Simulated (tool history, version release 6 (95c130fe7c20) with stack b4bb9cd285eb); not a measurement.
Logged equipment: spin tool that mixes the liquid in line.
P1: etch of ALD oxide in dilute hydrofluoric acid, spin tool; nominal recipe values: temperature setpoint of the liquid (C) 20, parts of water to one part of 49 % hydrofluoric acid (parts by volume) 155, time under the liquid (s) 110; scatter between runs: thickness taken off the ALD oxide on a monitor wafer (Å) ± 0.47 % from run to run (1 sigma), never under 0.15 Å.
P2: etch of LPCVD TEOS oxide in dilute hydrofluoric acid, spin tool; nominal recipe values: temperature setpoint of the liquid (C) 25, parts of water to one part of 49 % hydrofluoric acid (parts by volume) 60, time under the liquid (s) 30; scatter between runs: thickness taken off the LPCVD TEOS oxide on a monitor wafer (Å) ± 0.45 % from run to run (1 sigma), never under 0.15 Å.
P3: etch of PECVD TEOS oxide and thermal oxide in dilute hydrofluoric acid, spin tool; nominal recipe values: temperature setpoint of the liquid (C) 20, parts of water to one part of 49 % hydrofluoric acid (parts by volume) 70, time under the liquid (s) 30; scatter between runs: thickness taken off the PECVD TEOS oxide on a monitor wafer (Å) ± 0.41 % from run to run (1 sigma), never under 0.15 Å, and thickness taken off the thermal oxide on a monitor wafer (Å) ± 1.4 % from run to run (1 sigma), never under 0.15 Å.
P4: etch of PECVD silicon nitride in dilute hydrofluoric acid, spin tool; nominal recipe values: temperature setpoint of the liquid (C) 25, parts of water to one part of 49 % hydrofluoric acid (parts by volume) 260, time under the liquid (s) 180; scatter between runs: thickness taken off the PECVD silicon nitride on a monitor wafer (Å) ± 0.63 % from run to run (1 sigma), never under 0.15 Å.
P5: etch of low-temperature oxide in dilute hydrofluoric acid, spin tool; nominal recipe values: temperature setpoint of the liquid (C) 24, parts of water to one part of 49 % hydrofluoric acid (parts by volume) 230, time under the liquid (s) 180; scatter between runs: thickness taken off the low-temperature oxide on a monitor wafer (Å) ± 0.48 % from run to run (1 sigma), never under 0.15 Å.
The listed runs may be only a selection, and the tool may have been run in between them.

| run | hour | process that ran | temperature setpoint of the liquid (C) | parts of water to one part of 49 % hydrofluoric acid (parts by volume) | time under the liquid (s) | thickness taken off the ALD oxide on a monitor wafer (Å) | thickness taken off the PECVD silicon nitride on a monitor wafer (Å) | thickness taken off the LPCVD TEOS oxide on a monitor wafer (Å) | thickness taken off the low-temperature oxide on a monitor wafer (Å) | thickness taken off the PECVD TEOS oxide on a monitor wafer (Å) | thickness taken off the thermal oxide on a monitor wafer (Å) |
|---|---|---|---|---|---|---|---|---|---|---|---|
| 1 | 6.8 | P1 | 20 | 155 | 110 | 96.818 |  |  |  |  |  |
| 2 | 14.5 | P4 | 25 | 65 | 180 |  | 157.69 |  |  |  |  |
| 3 | 19 | P2 | 25 | 60 | 60 |  |  | 630.39 |  |  |  |
| 4 | 26.6 | P1 | 20 | 155 | 215 | 188.76 |  |  |  |  |  |
| 5 | 30.3 | P5 | 18 | 230 | 180 |  |  |  | 121.27 |  |  |
| 6 | 34.8 | P4 | 25 | 260 | 180 |  | 39.769 |  |  |  |  |
| 7 | 38.9 | P1 | 24 | 155 | 110 | 112.96 |  |  |  |  |  |
| 8 | 43.4 | P5 | 24 | 230 | 180 |  |  |  | 151.73 |  |  |
| 9 | 49.2 | P2 | 20 | 60 | 30 |  |  | 256.5 |  |  |  |
| 10 | 55.2 | P1 | 20 | 155 | 110 | 97.2 |  |  |  |  |  |
| 11 | 60.5 | P4 | 25 | 260 | 180 |  | 39.768 |  |  |  |  |
| 12 | 65.6 | P3 | 20 | 70 | 50 |  |  |  |  | 164.9 | 29.23 |
| 13 | 71.3 | P3 | 27 | 70 | 30 |  |  |  |  | 129.97 | 22.629 |
| 14 | 79.5 | P1 | 20 | 270 | 190 | 85.997 |  |  |  |  |  |
| 15 | 87.3 | P1 | 20 | 260 | 110 | 52.608 |  |  |  |  |  |
| 16 | 93.5 | P2 | 25 | 20 | 30 |  |  | 1000.4 |  |  |  |
| 17 | 97.5 | P3 | 20 | 70 | 30 |  |  |  |  | 98.306 | 17.978 |
| 18 | 103.2 | P5 | 24 | 230 | 310 |  |  |  | 261.77 |  |  |
| 19 | 108.7 | P3 | 20 | 70 | 30 |  |  |  |  | 98.727 | 17.213 |
| 20 | 113.4 | P1 | 20 | 155 | 110 | 97 |  |  |  |  |  |
| 21 | 119.3 | P5 | 24 | 230 | 180 |  |  |  | 150.34 |  |  |
| 22 | 124.3 | P1 | 20 | 155 | 110 | 97.313 |  |  |  |  |  |
| 23 | 130.7 | P1 | 20 | 155 | 110 | 96.507 |  |  |  |  |  |
| 24 | 134.5 | P4 | 25 | 260 | 15 |  | 3.2232 |  |  |  |  |
| 25 | 140.6 | P1 | 20 | 35 | 110 | 495.59 |  |  |  |  |  |
| 26 | 145.1 | P2 | 25 | 60 | 30 |  |  | 314.73 |  |  |  |
| 27 | 149.4 | P4 | 33 | 260 | 180 |  | 63.311 |  |  |  |  |
| 28 | 154.1 | P5 | 24 | 110 | 180 |  |  |  | 360.53 |  |  |
| 29 | 158.7 | P1 | 20 | 155 | 15 | 13.269 |  |  |  |  |  |
| 30 | 164.7 | P1 | 17 | 155 | 110 | 86.349 |  |  |  |  |  |
| 31 | 170.4 | P3 | 20 | 100 | 30 |  |  |  |  | 66.344 | 11.773 |
| 32 | 174.6 | P1 | 20 | 155 | 110 | 98.265 |  |  |  |  |  |
| 33 | 182 | P1 | 20 | 155 | 110 | 91.925 |  |  |  |  |  |
| 34 | 188 | P1 | 20 | 155 | 110 | 89.815 |  |  |  |  |  |
| 35 | 195.9 | P1 | 20 | 155 | 110 | 89.27 |  |  |  |  |  |
| 36 | 201.4 | P1 | 20 | 155 | 110 | 89.296 |  |  |  |  |  |
| 37 | 206.7 | P1 | 20 | 155 | 110 | 88.513 |  |  |  |  |  |
| 38 | 213.2 | P1 | 20 | 155 | 110 | 89.643 |  |  |  |  |  |

What P1 gives has crept off from where it sat before. The 2 causes that follow fit the log equally well, each at the size noted:
A: hydrofluoric acid flow below the setpoint (%) = 7.47
B: liquid colder than its thermometer reads (K) = 2.26
The drift started at roughly hour 174.6.

4 check runs are offered, one wafer each, their results left as question marks. Which one tells the causes apart?
| check 1 | 219.7 | P2 | 22 | 60 | 50 |  |  | ? |  |  |  |
| check 2 | 219.7 | P3 | 27 | 70 | 30 |  |  |  |  | ? | ? |
| check 3 | 219.7 | P4 | 29.5 | 260 | 180 |  | ? |  |  |  |  |
| check 4 | 219.7 | P5 | 19.5 | 230 | 180 |  |  |  | ? |  |  |

What each check would give under each cause:
| check | result | if A | if B |
|---|---|---|---|
| check 1 | thickness taken off the LPCVD TEOS oxide on a monitor wafer (Å) | 427.79 | 423.08 |
| check 2 | thickness taken off the PECVD TEOS oxide on a monitor wafer (Å) | 119.79 | 119.22 |
| check 2 | thickness taken off the thermal oxide on a monitor wafer (Å) | 21.382 | 21.281 |
| check 3 | thickness taken off the PECVD silicon nitride on a monitor wafer (Å) | 48.282 | 45.72 |
| check 4 | thickness taken off the low-temperature oxide on a monitor wafer (Å) | 116.16 | 117.05 |
Smallest distance between any two causes, each pair judged by its most separating result, in per cent: check 1 1.11 %; check 2 0.47 %; check 3 5.45 %; check 4 0.76 %
The other checks would show nearly matching results whichever cause is true, so check 3 is the only one that separates the causes.

Check 3 was carried out, with these results: thickness taken off the PECVD silicon nitride on a monitor wafer (Å) 45.969. Which of the listed causes is responsible?

The cause is B: liquid colder than its thermometer reads (K).
